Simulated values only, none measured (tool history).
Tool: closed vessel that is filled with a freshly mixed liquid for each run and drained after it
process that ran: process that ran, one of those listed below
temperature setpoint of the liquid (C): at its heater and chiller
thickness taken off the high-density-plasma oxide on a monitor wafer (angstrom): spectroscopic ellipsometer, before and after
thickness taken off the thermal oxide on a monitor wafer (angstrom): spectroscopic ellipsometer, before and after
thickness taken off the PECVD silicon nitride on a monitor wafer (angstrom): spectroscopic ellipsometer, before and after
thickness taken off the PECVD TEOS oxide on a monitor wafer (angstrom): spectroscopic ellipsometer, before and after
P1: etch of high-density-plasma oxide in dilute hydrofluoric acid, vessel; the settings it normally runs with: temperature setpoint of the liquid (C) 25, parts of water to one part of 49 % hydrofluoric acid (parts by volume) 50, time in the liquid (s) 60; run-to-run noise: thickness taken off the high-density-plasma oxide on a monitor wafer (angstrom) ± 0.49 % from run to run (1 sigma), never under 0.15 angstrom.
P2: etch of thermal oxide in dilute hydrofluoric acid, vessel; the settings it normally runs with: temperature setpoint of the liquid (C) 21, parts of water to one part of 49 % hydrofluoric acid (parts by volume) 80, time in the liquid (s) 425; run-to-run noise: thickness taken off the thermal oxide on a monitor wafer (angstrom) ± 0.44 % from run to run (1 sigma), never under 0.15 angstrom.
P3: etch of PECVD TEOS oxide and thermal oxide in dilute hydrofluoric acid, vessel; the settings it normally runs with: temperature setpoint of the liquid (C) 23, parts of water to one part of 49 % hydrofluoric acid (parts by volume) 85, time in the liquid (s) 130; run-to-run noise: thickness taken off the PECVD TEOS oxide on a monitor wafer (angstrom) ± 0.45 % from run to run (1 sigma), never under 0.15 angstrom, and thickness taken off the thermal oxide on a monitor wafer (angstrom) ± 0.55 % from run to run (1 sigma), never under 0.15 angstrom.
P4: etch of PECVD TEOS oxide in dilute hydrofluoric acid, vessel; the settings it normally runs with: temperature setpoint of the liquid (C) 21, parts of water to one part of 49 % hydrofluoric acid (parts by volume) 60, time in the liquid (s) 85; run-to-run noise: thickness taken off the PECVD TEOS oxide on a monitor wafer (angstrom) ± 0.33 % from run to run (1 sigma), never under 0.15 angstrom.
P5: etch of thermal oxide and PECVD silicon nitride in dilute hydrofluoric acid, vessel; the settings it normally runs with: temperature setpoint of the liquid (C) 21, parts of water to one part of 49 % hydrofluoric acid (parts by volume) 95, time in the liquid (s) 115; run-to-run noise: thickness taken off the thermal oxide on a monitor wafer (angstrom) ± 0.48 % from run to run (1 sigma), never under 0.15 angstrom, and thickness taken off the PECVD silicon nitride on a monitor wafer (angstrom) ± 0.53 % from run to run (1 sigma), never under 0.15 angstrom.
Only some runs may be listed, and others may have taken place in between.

run   hour  process that ran  temperature setpoint of the liquid (C)  parts of water to one part of 49 % hydrofluoric acid (parts by volume)  time in the liquid (s)  hours since the thermometer was replaced  hours since the hydrofluoric acid flow meter was replaced  thickness taken off the high-density-plasma oxide on a monitor wafer (angstrom)  thickness taken off the thermal oxide on a monitor wafer (angstrom)  thickness taken off the PECVD silicon nitride on a monitor wafer (angstrom)  thickness taken off the PECVD TEOS oxide on a monitor wafer (angstrom)
  1    9.8                P1                                      25                                                                      50                      60                                     508.1                                                     1269.7                                                                           147.94
  2   25.2                P1                                      25                                                                      50                      60                                     523.5                                                     1285.1                                                                           148.34
  3   38.6                P1                                      25                                                                      50                     100                                     536.9                                                     1298.5                                                                           247.32
  4   47.8                P1                                      25                                                                      20                      30                                     546.1                                                     1307.7                                                                           191.77
  5   54.8                P5                                      21                                                                     170                     115                                     553.1                                                     1314.7                                                                                                                                                 27.24                                                                       29.299
  6   62.7                P1                                      25                                                                      20                      60                                       561                                                     1322.6                                                                           386.65
  7     78                P1                                      18                                                                      50                      60                                     576.3                                                     1337.9                                                                            109.5
  8   91.1                P5                                      21                                                                      95                     215                                     589.4                                                       1351                                                                                                                                                99.299                                                                       97.638
  9  102.1                P4                                      17                                                                      60                      85                                     600.4                                                       1362                                                                                                                                                                                                                                                                                                     144.41
 10    114                P1                                      30                                                                      50                      30                                     612.3                                                     1373.9                                                                           90.331
 11  128.4                P2                                      21                                                                      80                     425                                     626.7                                                     1388.3                                                                                                                                                221.06
 12  135.3                P3                                      23                                                                      35                     130                                     633.6                                                     1395.2                                                                                                                                                168.22                                                                                                                                                718.8
 13  145.3                P2                                      21                                                                      80                     620                                     643.6                                                     1405.2                                                                                                                                                325.47
 14    155                P4                                      21                                                                      60                      85                                     653.3                                                     1414.9                                                                                                                                                                                                                                                                                                      170.9
 15  164.9                P1                                      25                                                                      50                      35                                     663.2                                                     1424.8                                                                           85.473
 16  171.9                P2                                      21                                                                      80                     425                                     670.2                                                     1431.8                                                                                                                                                224.42
 17  180.2                P3                                      23                                                                      85                      30                                     678.5                                                     1440.1                                                                                                                                                14.978                                                                                                                                               64.086
 18  187.9                P5                                      21                                                                      95                     115                                     686.2                                                     1447.8                                                                                                                                                53.667                                                                       51.943
 19  199.4                P1                                      25                                                                      50                      60                                     697.7                                                     1459.3                                                                           148.07
 20  211.2                P2                                    24.5                                                                      80                     425                                     709.5                                                     1471.1                                                                                                                                                257.56
 21  221.5                P3                                      23                                                                      85                     130                                     719.8                                                     1481.4                                                                                                                                                64.762                                                                                                                                                275.9
 22  233.4                P4                                      21                                                                      20                      85                                     731.7                                                     1493.3                                                                                                                                                                                                                                                                                                     538.78
 23    242                P1                                    32.5                                                                      50                      60                                     740.3                                                     1501.9                                                                           199.08
 24  254.1                P3                                      31                                                                      85                     130                                     752.4                                                       1514                                                                                                                                                88.206                                                                                                                                               378.09
 25  267.6                P4                                      21                                                                      60                      30                                     765.9                                                     1527.5                                                                                                                                                                                                                                                                                                      60.99
 26  281.3                P1                                      25                                                                      50                      60                                     779.6                                                     1541.2                                                                           148.06
 27  293.2                P5                                      27                                                                      95                     115                                     791.5                                                     1553.1                                                                                                                                                67.949                                                                       77.395
 28  305.4                P1                                      25                                                                      75                      60                                     803.7                                                     1565.3                                                                           95.562
 29  317.9                P1                                      25                                                                      50                      60                                     816.2                                                     1577.8                                                                           147.25
 30  325.9                P3                                      23                                                                      85                     130                                     824.2                                                     1585.8                                                                                                                                                 64.32                                                                                                                                                277.4
 31  340.5                P1                                      25                                                                      50                      60                                     838.8                                                     1600.4                                                                           147.27
 32  354.3                P2                                      21                                                                     120                     425                                     852.6                                                     1614.2                                                                                                                                                140.93
 33  367.7                P4                                      21                                                                      60                      85                                       866                                                     1627.6                                                                                                                                                                                                                                                                                                     171.96
 34    377                P1                                      25                                                                      50                      60                                     875.3                                                     1636.9                                                                           147.16
 35  389.7                P1                                      25                                                                      50                      60                                       888                                                     1649.6                                                                           154.43
 36  403.7                P1                                      25                                                                      50                      60                                       902                                                     1663.6                                                                           154.74
 37  416.6                P1                                      25                                                                      50                      60                                     914.9                                                     1676.5                                                                           156.06
 38  423.6                P1                                      25                                                                      50                      60                                     921.9                                                     1683.5                                                                           157.06
 39  433.6                P1                                      25                                                                      50                      60                                     931.9                                                     1693.5                                                                           157.49
 40  440.6                P1                                      25                                                                      50                      60                                     938.9                                                     1700.5                                                                           156.34
 41  452.5                P1                                      25                                                                      50                      60                                     950.8                                                     1712.4                                                                           156.75

The output of P1 has drifted from where it used to be. Each of the 2 causes below, taken at the size shown beside it, accounts for the log equally well:
A: hydrofluoric acid flow above the setpoint (%) = 5.81
B: liquid hotter than its thermometer reads (K) = 1.49
At approximately hour 377, the process output began to creep.

Below are 4 check runs, each on a single wafer, with their results shown as question marks. Which of them would tell the listed causes apart, meaning the causes would give clearly different results under it?
check 1  464.4                P4                                      17                                                                      60                      45                                                                                                                                                                                                                                                                                                                                                                                                               ?
check 2  464.4                P3                                      23                                                                      50                      55                                                                                                                                                                                                                                                          ?                                                                                                                                                    ?
check 3  464.4                P2                                      24                                                                      80                     425                                                                                                                                                                                                                                                          ?
check 4  464.4                P5                                      21                                                                      95                     190                                                                                                                                                                                                                                                          ?                                                                            ?

Outcome of each check run for each possible cause:
  check                                                                       result    if A    if B
check 1       thickness taken off the PECVD TEOS oxide on a monitor wafer (angstrom)  81.527  81.851
check 2          thickness taken off the thermal oxide on a monitor wafer (angstrom)  51.694  51.761
check 2       thickness taken off the PECVD TEOS oxide on a monitor wafer (angstrom)  220.83  221.12
check 3          thickness taken off the thermal oxide on a monitor wafer (angstrom)  266.99  266.32
check 4          thickness taken off the thermal oxide on a monitor wafer (angstrom)  93.477  93.281
check 4  thickness taken off the PECVD silicon nitride on a monitor wafer (angstrom)  90.894  95.069
Minimum pairwise separation of causes per check, each pair taken at its best-separating result: check 1 0.4 %; check 2 0.13 %; check 3 0.25 %; check 4 4.49 %
Check 4 distinguishes between the causes, while the remaining checks would return nearly the same result for all of them.

Here is what check 4 returned: thickness taken off the thermal oxide on a monitor wafer (angstrom) 93.176; thickness taken off the PECVD silicon nitride on a monitor wafer (angstrom) 90.601. Which cause is it?

It was cause A: hydrofluoric acid flow above the setpoint (%).
